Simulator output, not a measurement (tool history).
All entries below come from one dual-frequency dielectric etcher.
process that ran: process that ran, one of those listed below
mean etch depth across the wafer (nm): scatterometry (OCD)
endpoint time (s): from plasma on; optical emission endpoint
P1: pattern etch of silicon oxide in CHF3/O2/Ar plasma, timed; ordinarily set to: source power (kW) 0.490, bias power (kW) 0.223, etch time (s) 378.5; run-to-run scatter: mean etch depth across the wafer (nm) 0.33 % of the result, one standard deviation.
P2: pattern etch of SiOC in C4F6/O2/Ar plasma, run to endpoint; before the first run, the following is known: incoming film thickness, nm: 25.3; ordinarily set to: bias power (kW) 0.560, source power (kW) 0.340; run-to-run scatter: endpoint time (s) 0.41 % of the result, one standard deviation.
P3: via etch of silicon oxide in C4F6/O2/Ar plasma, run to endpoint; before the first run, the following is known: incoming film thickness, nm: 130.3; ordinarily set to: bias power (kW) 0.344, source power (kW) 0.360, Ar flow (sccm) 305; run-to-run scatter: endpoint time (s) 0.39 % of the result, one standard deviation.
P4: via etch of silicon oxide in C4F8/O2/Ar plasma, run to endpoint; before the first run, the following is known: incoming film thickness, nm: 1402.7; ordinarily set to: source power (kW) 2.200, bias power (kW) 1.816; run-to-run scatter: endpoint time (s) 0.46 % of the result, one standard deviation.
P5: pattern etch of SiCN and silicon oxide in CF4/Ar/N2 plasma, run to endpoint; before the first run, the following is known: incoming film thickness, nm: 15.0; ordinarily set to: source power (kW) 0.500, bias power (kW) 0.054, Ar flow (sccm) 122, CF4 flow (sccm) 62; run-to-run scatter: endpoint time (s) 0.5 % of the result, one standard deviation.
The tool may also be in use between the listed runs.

run	day	process that ran	source power (kW)	bias power (kW)	etch time (s)	Ar flow (sccm)	CF4 flow (sccm)	hours since the last wet clean	hours since the last source power generator calibration	hours since the last bias power generator calibration	mean etch depth across the wafer (nm)	endpoint time (s)
1	0.154	P1	0.490	0.223	378.5			463.1	1797.9	660.8	740.20	
2	0.246	P1	0.490	0.223	211.0			465.3	1800.1	663.0	413.17	
3	0.425	P5	0.300	0.054		122	62	469.6	1804.4	667.3		28.8120
4	0.575	P1	0.600	0.185	378.5			473.2	1808.0	670.9	747.17	
5	0.704	P1	0.490	0.160	378.5			476.3	1811.1	674.0	658.50	
6	0.817	P2	0.340	0.560				479.0	1813.8	676.7		8.5160
7	1.017	P1	0.390	0.223	378.5			483.8	1818.6	681.5	678.01	
8	1.150	P2	0.340	0.560				487.0	1821.8	684.7		8.5536
9	1.288	P1	0.490	0.269	378.5			490.3	1825.1	688.0	793.69	
10	1.438	P3	0.360	0.344		305		493.9	1828.7	691.6		33.3590
11	1.625	P5	0.500	0.054		122	62	498.4	1833.2	696.1		18.5110
12	1.729	P4	3.060	1.816				500.9	1835.7	698.6		224.7300
13	1.858	P1	0.650	0.223	378.5			504.0	1838.8	701.7	823.79	
14	1.946	P2	0.470	0.560				506.1	1840.9	703.8		7.4919
15	2.096	P3	0.360	0.344		182		509.7	1844.5	707.4		31.7690
16	2.296	P5	0.500	0.033		122	62	514.5	1849.3	712.2		21.6590
17	2.458	P1	0.490	0.223	378.5			518.4	1853.2	716.1	738.82	
18	2.642	P3	0.440	0.344		305		522.8	1857.6	720.5		30.9780
19	2.817	P3	0.360	0.466		305		527.0	1861.8	724.7		29.7000
20	2.992	P1	0.490	0.223	550.0			531.2	1866.0	728.9	1077.80	
21	3.171	P5	0.500	0.054		146	62	535.5	1870.3	733.2		19.1780
22	3.362	P1	0.490	0.223	378.5			540.1	1874.9	737.8	742.52	
23	3.512	P4	2.200	1.141				543.7	1878.5	741.4		291.0100
24	3.617	P1	0.620	0.223	535.0			546.2	1881.0	743.9	1140.60	
25	3.717	P3	0.360	0.344		305		548.6	1883.4	746.3		33.5410
26	3.896	P1	0.490	0.223	378.5			552.9	1887.7	750.6	742.91	
27	4.042	P1	0.490	0.223	378.5			556.4	1891.2	754.1	742.96	
28	4.221	P2	0.340	0.367				560.7	1895.5	758.4		10.0120
29	4.338	P4	2.200	1.816				563.5	1898.3	761.2		256.7500
30	4.492	P5	0.500	0.054		122	41	567.2	1902.0	764.9		19.9390
31	4.608	P5	0.500	0.054		122	62	570.0	1904.8	767.7		18.5700
32	4.738	P1	0.490	0.223	378.5			573.1	1907.9	770.8	740.36	
33	4.842	P1	0.490	0.223	378.5			575.6	1910.4	773.3	743.37	
34	4.942	P1	0.490	0.223	378.5			578.0	1912.8	775.7	748.15	
35	5.125	P1	0.490	0.223	378.5			582.4	1917.2	780.1	748.84	
36	5.329	P1	0.490	0.223	378.5			587.3	1922.1	785.0	749.21	
# day 5.471: wet clean of the chamber
37	5.525	P1	0.490	0.223	378.5			1.4	1926.8	789.7	749.64	
38	5.721	P1	0.490	0.223	378.5			6.1	1931.5	794.4	754.69	
39	5.879	P1	0.490	0.223	378.5			9.9	1935.3	798.2	750.72	
40	6.017	P1	0.490	0.223	378.5			13.2	1938.6	801.5	755.04	

What P1 gives has crept off from where it sat before. The 2 causes that follow fit the log equally well, each at the size noted:
A: bias power that arrives over what is set, % = 4.69
B: source power that arrives over what is set, % = 4.43
Creep in the process output first set in at about day 4.738.
Why every other cause is out:
chamber walls in a state that raises the etch rate, %: serviced at day 5.471, which brought nothing back

4 check runs are offered, each on 3 wafers whose results are averaged, their results left as question marks. Which one tells the causes apart?
check 1	6.154	P3	0.430	0.344		223						?
check 2	6.154	P4	3.040	1.554								?
check 3	6.154	P2	0.340	0.419								?
check 4	6.154	P5	0.310	0.054		122	49					?

Check results expected under each cause:
check	result	if A	if B
check 1	endpoint time (s)	29.6520	29.6470
check 2	endpoint time (s)	233.1000	231.7700
check 3	endpoint time (s)	9.3624	9.3697
check 4	endpoint time (s)	28.9030	28.2890
Distance between the nearest two causes, measured in the result of the check that separates them most: check 1 0.01 %; check 2 0.57 %; check 3 0.08 %; check 4 2.15 %
Only check 4 tells the causes apart: in the others they would give nearly the same result.

Check 4 was then run and gave: endpoint time (s) 28.9600. Which cause is it?

It is A: bias power that arrives over what is set, %.
